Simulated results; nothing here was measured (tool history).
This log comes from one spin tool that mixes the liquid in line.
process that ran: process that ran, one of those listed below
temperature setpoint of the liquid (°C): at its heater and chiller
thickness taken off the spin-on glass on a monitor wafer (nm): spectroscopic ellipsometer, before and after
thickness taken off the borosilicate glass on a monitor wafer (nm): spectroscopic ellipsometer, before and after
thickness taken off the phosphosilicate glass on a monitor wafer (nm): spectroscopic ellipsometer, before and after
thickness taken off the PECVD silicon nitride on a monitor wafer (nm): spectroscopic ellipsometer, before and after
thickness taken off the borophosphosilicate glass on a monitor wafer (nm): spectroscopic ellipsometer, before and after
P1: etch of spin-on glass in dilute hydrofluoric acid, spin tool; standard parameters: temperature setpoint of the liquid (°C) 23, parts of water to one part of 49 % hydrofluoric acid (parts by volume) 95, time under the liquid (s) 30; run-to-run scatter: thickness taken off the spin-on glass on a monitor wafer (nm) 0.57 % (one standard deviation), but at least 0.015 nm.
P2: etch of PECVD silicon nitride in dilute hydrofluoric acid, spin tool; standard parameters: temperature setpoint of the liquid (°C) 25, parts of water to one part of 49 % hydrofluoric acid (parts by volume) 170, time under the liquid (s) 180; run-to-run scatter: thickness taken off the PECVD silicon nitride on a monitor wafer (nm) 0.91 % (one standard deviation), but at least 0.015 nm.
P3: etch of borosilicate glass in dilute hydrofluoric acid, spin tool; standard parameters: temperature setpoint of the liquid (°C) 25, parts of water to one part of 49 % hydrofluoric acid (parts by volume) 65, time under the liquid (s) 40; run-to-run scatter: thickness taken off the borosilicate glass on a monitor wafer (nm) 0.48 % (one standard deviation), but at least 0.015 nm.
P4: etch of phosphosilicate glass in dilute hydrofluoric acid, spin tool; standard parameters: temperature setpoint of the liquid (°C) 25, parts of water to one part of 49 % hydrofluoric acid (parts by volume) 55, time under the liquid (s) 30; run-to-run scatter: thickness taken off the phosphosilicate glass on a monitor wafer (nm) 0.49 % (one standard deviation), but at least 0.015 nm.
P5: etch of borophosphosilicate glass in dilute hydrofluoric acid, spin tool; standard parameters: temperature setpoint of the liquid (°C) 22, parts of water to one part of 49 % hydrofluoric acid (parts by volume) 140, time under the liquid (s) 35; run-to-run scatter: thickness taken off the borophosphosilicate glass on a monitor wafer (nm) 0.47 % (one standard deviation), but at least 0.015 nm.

run,hour,process that ran,temperature setpoint of the liquid (°C),parts of water to one part of 49 % hydrofluoric acid (parts by volume),time under the liquid (s),thickness taken off the spin-on glass on a monitor wafer (nm),thickness taken off the borosilicate glass on a monitor wafer (nm),thickness taken off the phosphosilicate glass on a monitor wafer (nm),thickness taken off the PECVD silicon nitride on a monitor wafer (nm),thickness taken off the borophosphosilicate glass on a monitor wafer (nm)
1,7.8,P1,23,95,30,12.157,,,,
2,14.8,P3,32,65,40,,15.001,,,
3,20.2,P1,23,25,30,50.705,,,,
4,25.3,P1,23,95,15,6.121,,,,
5,31.9,P4,25,95,30,,,19.788,,
6,38.9,P1,23,95,55,22.351,,,,
7,44.4,P2,25,170,180,,,,2.2641,
8,49,P2,25,170,355,,,,4.4999,
9,57.2,P1,23,145,30,7.5292,,,,
10,63.1,P1,28,95,15,7.4049,,,,
11,68.1,P3,25,90,40,,8.0088,,,
12,76.3,P3,25,65,40,,11.376,,,
13,82.1,P5,17,140,35,,,,,13.204
14,87.1,P2,25,255,180,,,,1.5339,
15,94.1,P1,23,95,30,12.116,,,,
16,98.7,P3,25,65,40,,11.432,,,
17,104.2,P1,23,95,30,12.216,,,,
18,108.9,P1,17,95,30,9.4793,,,,
19,114.2,P1,23,95,30,12.135,,,,
20,121.4,P5,22,140,20,,,,,9.2561
21,126.9,P2,25,170,180,,,,2.2876,
# hour 131.5: thermometer replaced
22,134.8,P4,25,55,30,,,35.958,,
23,141.4,P4,25,55,30,,,36.148,,
24,145.4,P5,22,75,35,,,,,32.689
25,150.2,P5,22,140,35,,,,,16.16
26,155.2,P1,23,95,30,12.01,,,,

What does the tool deliver on the next run?
27,159.6,P2,30.5,170,180,,,,?,

thickness taken off the PECVD silicon nitride on a monitor wafer (nm): 3.1602

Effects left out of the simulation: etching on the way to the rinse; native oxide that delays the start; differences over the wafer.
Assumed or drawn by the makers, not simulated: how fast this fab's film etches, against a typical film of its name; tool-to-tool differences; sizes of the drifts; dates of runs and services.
